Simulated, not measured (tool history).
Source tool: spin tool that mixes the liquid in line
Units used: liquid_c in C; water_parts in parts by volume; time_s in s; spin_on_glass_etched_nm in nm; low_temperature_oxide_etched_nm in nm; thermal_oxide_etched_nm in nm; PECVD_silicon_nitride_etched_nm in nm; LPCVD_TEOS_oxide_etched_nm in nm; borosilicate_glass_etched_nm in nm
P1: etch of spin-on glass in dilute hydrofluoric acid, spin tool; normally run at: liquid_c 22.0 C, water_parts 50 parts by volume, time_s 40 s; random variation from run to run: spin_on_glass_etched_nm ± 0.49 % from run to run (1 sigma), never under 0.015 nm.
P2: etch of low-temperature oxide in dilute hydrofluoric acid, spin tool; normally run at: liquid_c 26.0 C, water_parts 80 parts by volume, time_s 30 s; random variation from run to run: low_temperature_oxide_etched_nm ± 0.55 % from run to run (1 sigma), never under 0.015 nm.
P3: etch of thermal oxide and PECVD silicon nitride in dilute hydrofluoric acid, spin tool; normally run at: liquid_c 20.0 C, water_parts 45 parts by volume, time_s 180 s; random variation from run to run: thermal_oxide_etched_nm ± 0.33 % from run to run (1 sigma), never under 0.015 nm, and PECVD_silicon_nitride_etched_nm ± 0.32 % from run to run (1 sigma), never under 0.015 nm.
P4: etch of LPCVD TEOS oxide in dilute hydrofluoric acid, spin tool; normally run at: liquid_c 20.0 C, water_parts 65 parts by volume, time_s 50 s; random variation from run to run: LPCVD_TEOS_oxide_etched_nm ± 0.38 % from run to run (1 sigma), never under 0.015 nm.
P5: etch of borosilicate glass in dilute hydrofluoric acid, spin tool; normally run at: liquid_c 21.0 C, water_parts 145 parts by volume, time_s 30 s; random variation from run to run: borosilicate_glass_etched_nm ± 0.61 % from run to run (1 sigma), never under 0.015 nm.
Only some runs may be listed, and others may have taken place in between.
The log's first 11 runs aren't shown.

| run | hour | process | liquid_c | water_parts | time_s | hours since the thermometer was replaced | hours since the hydrofluoric acid flow meter was replaced | spin_on_glass_etched_nm | low_temperature_oxide_etched_nm | thermal_oxide_etched_nm | PECVD_silicon_nitride_etched_nm | LPCVD_TEOS_oxide_etched_nm | borosilicate_glass_etched_nm |
|---|---|---|---|---|---|---|---|---|---|---|---|---|---|
| 12 | 112.7 | P3 | 26.0 | 45 | 180 | 238.9 | 913.5 |  |  | 21.987 | 11.2160 |  |  |
| 13 | 124.4 | P1 | 22.0 | 50 | 40 | 250.6 | 925.2 | 16.997 |  |  |  |  |  |
| 14 | 136.6 | P4 | 20.0 | 65 | 20 | 262.8 | 937.4 |  |  |  |  | 9.4764 |  |
| 15 | 144.8 | P3 | 20.0 | 45 | 180 | 271.0 | 945.6 |  |  | 17.020 | 7.4420 |  |  |
| 16 | 151.4 | P1 | 22.0 | 75 | 40 | 277.6 | 952.2 | 10.906 |  |  |  |  |  |
| 17 | 162.2 | P5 | 17.0 | 145 | 30 | 288.4 | 963.0 |  |  |  |  |  | 4.0565 |
| 18 | 171.5 | P1 | 22.0 | 50 | 40 | 297.7 | 972.3 | 16.964 |  |  |  |  |  |
| 19 | 183.8 | P5 | 21.0 | 145 | 30 | 310.0 | 984.6 |  |  |  |  |  | 4.7854 |
| 20 | 194.7 | P1 | 22.0 | 50 | 40 | 320.9 | 995.5 | 17.059 |  |  |  |  |  |
| 21 | 205.1 | P2 | 26.0 | 20 | 30 | 331.3 | 1005.9 |  | 24.9700 |  |  |  |  |
| 22 | 211.1 | P1 | 22.0 | 20 | 70 | 337.3 | 1011.9 | 77.011 |  |  |  |  |  |

What will run 23 give?
| 23 | 220.8 | P1 | 22.0 | 50 | 40 | 347.0 | 1021.6 | ? |  |  |  |  |  |

spin_on_glass_etched_nm: 16.941 nm
